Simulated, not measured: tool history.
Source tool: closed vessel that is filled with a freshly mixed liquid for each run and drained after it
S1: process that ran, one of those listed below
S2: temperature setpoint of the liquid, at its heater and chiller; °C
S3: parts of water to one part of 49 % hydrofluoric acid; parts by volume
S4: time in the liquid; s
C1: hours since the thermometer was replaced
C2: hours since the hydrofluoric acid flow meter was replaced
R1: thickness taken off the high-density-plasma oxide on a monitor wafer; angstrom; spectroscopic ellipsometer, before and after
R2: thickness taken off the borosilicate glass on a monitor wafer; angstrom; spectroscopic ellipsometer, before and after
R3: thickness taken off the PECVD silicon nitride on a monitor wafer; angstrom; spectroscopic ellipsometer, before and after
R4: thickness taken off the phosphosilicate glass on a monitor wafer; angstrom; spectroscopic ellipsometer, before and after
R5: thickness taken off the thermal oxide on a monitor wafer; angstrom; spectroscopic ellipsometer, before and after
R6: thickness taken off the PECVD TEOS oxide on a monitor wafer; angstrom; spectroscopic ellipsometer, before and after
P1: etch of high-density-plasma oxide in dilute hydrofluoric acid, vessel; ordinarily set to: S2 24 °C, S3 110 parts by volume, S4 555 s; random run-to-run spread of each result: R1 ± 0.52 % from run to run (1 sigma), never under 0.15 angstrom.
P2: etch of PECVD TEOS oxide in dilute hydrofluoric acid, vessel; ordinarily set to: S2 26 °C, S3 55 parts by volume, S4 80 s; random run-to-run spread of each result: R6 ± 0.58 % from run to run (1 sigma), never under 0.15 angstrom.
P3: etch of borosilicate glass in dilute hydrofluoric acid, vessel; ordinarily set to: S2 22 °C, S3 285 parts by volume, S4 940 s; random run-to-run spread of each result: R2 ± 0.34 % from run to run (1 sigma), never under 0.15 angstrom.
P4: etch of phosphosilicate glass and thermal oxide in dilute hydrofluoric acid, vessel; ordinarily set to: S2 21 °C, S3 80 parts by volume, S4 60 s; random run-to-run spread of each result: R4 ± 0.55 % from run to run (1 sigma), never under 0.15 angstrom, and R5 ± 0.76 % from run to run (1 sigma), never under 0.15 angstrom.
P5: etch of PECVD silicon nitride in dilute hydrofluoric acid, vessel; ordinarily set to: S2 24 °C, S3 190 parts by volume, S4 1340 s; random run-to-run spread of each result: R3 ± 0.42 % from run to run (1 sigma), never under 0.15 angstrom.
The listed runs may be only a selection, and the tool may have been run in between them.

{"run": 1, "day": 0.396, "S1": "P1", "S2": 24, "S3": 110, "S4": 555, "C1": 287.4, "C2": 1609.4, "R1": 431.74}
{"run": 2, "day": 0.896, "S1": "P1", "S2": 32, "S3": 110, "S4": 555, "C1": 299.4, "C2": 1621.4, "R1": 575.16}
{"run": 3, "day": 1.296, "S1": "P3", "S2": 22, "S3": 285, "S4": 1580, "C1": 309, "C2": 1631, "R2": 1012.2}
{"run": 4, "day": 1.958, "S1": "P1", "S2": 24, "S3": 110, "S4": 555, "C1": 324.9, "C2": 1646.9, "R1": 430.11}
{"run": 5, "day": 2.633, "S1": "P3", "S2": 22, "S3": 65, "S4": 940, "C1": 341.1, "C2": 1663.1, "R2": 3337.9}
{"run": 6, "day": 2.971, "S1": "P1", "S2": 24, "S3": 110, "S4": 555, "C1": 349.2, "C2": 1671.2, "R1": 430.57}
{"run": 7, "day": 3.671, "S1": "P1", "S2": 24, "S3": 110, "S4": 555, "C1": 366, "C2": 1688, "R1": 430.33}
{"run": 8, "day": 4.133, "S1": "P3", "S2": 22, "S3": 285, "S4": 940, "C1": 377.1, "C2": 1699.1, "R2": 597.01}
{"run": 9, "day": 4.683, "S1": "P1", "S2": 24, "S3": 110, "S4": 200, "C1": 390.3, "C2": 1712.3, "R1": 152.73}
{"run": 10, "day": 5.254, "S1": "P5", "S2": 24, "S3": 115, "S4": 1340, "C1": 404, "C2": 1726, "R3": 203.85}
{"run": 11, "day": 5.992, "S1": "P4", "S2": 21, "S3": 130, "S4": 60, "C1": 421.7, "C2": 1743.7, "R4": 507.16, "R5": 20.275}
{"run": 12, "day": 6.679, "S1": "P2", "S2": 26, "S3": 55, "S4": 30, "C1": 438.2, "C2": 1760.2, "R6": 138.84}
{"run": 13, "day": 7.267, "S1": "P1", "S2": 24, "S3": 110, "S4": 555, "C1": 452.3, "C2": 1774.3, "R1": 428.17}
{"run": 14, "day": 7.629, "S1": "P3", "S2": 22, "S3": 285, "S4": 940, "C1": 461, "C2": 1783, "R2": 599.11}
{"run": 15, "day": 8.312, "S1": "P4", "S2": 29, "S3": 80, "S4": 60, "C1": 477.4, "C2": 1799.4, "R4": 1191, "R5": 48.093}
{"run": 16, "day": 8.85, "S1": "P4", "S2": 21, "S3": 80, "S4": 60, "C1": 490.3, "C2": 1812.3, "R4": 865.96, "R5": 35.372}
{"run": 17, "day": 9.192, "S1": "P1", "S2": 24, "S3": 110, "S4": 815, "C1": 498.5, "C2": 1820.5, "R1": 628.49}
{"run": 18, "day": 9.708, "S1": "P5", "S2": 24, "S3": 190, "S4": 1340, "C1": 510.9, "C2": 1832.9, "R3": 124.29}
{"run": 19, "day": 10.417, "S1": "P4", "S2": 21, "S3": 80, "S4": 60, "C1": 527.9, "C2": 1849.9, "R4": 861.58, "R5": 35.646}
{"run": 20, "day": 10.75, "S1": "P3", "S2": 17, "S3": 285, "S4": 940, "C1": 535.9, "C2": 1857.9, "R2": 498.63}
{"run": 21, "day": 11.325, "S1": "P1", "S2": 24, "S3": 195, "S4": 555, "C1": 549.7, "C2": 1871.7, "R1": 220.11}
{"run": 22, "day": 11.846, "S1": "P1", "S2": 24, "S3": 20, "S4": 555, "C1": 562.2, "C2": 1884.2, "R1": 2638.9}
{"run": 23, "day": 12.508, "S1": "P1", "S2": 27.5, "S3": 110, "S4": 275, "C1": 578.1, "C2": 1900.1, "R1": 243.2}
{"run": 24, "day": 13.171, "S1": "P2", "S2": 26, "S3": 55, "S4": 80, "C1": 594, "C2": 1916, "R6": 372.68}
{"run": 25, "day": 13.85, "S1": "P1", "S2": 24, "S3": 110, "S4": 555, "C1": 610.3, "C2": 1932.3, "R1": 423.78}
{"run": 26, "day": 14.308, "S1": "P5", "S2": 24, "S3": 190, "S4": 2320, "C1": 621.3, "C2": 1943.3, "R3": 214.49}
{"run": 27, "day": 14.9, "S1": "P1", "S2": 18, "S3": 110, "S4": 555, "C1": 635.5, "C2": 1957.5, "R1": 336.54}
{"run": 28, "day": 15.367, "S1": "P4", "S2": 21, "S3": 80, "S4": 30, "C1": 646.7, "C2": 1968.7, "R4": 431.75, "R5": 17.328}
{"run": 29, "day": 15.862, "S1": "P2", "S2": 20, "S3": 55, "S4": 80, "C1": 658.6, "C2": 1980.6, "R6": 286.26}
{"run": 30, "day": 16.508, "S1": "P5", "S2": 17, "S3": 190, "S4": 1340, "C1": 674.1, "C2": 1996.1, "R3": 78.202}
{"run": 31, "day": 17.225, "S1": "P2", "S2": 26, "S3": 20, "S4": 80, "C1": 691.3, "C2": 2013.3, "R6": 1062.8}
{"run": 32, "day": 17.592, "S1": "P5", "S2": 24, "S3": 190, "S4": 1340, "C1": 700.1, "C2": 2022.1, "R3": 123.29}
{"run": 33, "day": 18.138, "S1": "P1", "S2": 24, "S3": 110, "S4": 555, "C1": 713.2, "C2": 2035.2, "R1": 428.63}
{"run": 34, "day": 18.738, "S1": "P1", "S2": 24, "S3": 110, "S4": 555, "C1": 727.6, "C2": 2049.6, "R1": 443.29}
{"run": 35, "day": 19.121, "S1": "P1", "S2": 24, "S3": 110, "S4": 555, "C1": 736.8, "C2": 2058.8, "R1": 442.45}
{"run": 36, "day": 19.508, "S1": "P1", "S2": 24, "S3": 110, "S4": 555, "C1": 746.1, "C2": 2068.1, "R1": 447.94}
{"run": 37, "day": 20.054, "S1": "P1", "S2": 24, "S3": 110, "S4": 555, "C1": 759.2, "C2": 2081.2, "R1": 457.41}
{"run": 38, "day": 20.529, "S1": "P1", "S2": 24, "S3": 110, "S4": 555, "C1": 770.6, "C2": 2092.6, "R1": 458.5}
{"run": 39, "day": 20.933, "S1": "P1", "S2": 24, "S3": 110, "S4": 555, "C1": 780.3, "C2": 2102.3, "R1": 460.29}
{"run": 40, "day": 21.367, "S1": "P1", "S2": 24, "S3": 110, "S4": 555, "C1": 790.7, "C2": 2112.7, "R1": 461.21}
{"run": 41, "day": 21.812, "S1": "P1", "S2": 24, "S3": 110, "S4": 555, "C1": 801.4, "C2": 2123.4, "R1": 455.28}
{"run": 42, "day": 22.188, "S1": "P1", "S2": 24, "S3": 110, "S4": 555, "C1": 810.4, "C2": 2132.4, "R1": 461.12}

The output of P1 has drifted from where it used to be. Each of the 2 causes below, taken at the size shown beside it, accounts for the log equally well:
A: hydrofluoric acid flow above the setpoint (%) = 6.53
B: liquid hotter than its thermometer reads (K) = 1.84
At approximately day 18.138, the process output began to creep.

Listed below are the offered check runs, one wafer per run, with question marks in place of results. For which of them would the causes give clearly different outcomes?
{"run": "check 1", "day": 22.562, "S1": "P3", "S2": 22, "S3": 65, "S4": 1460, "R2": "?"}
{"run": "check 2", "day": 22.562, "S1": "P4", "S2": 21, "S3": 115, "S4": 60, "R4": "?", "R5": "?"}
{"run": "check 3", "day": 22.562, "S1": "P2", "S2": 21, "S3": 55, "S4": 35, "R6": "?"}
{"run": "check 4", "day": 22.562, "S1": "P5", "S2": 19.5, "S3": 190, "S4": 2175, "R3": "?"}

If the cause were each of the candidates in turn, the checks would give the following:
check=check_1 result=R2 if_A=5530.7 if_B=5571.7
check=check_2 result=R4 if_A=620.36 if_B=621.81
check=check_2 result=R5 if_A=25.026 if_B=25.085
check=check_3 result=R6 if_A=140.74 if_B=142.06
check=check_4 result=R3 if_A=159.81 if_B=169.58
Minimum pairwise separation of causes per check, each pair taken at its best-separating result: check 1 0.74 %; check 2 0.23 %; check 3 0.93 %; check 4 5.93 %
The causes can be told apart only by check 4. The other checks would give nearly the same results under each of them.

Check 4 was then run and gave: R3 168.25 angstrom. Which cause is it?

It is B: liquid hotter than its thermometer reads (K).

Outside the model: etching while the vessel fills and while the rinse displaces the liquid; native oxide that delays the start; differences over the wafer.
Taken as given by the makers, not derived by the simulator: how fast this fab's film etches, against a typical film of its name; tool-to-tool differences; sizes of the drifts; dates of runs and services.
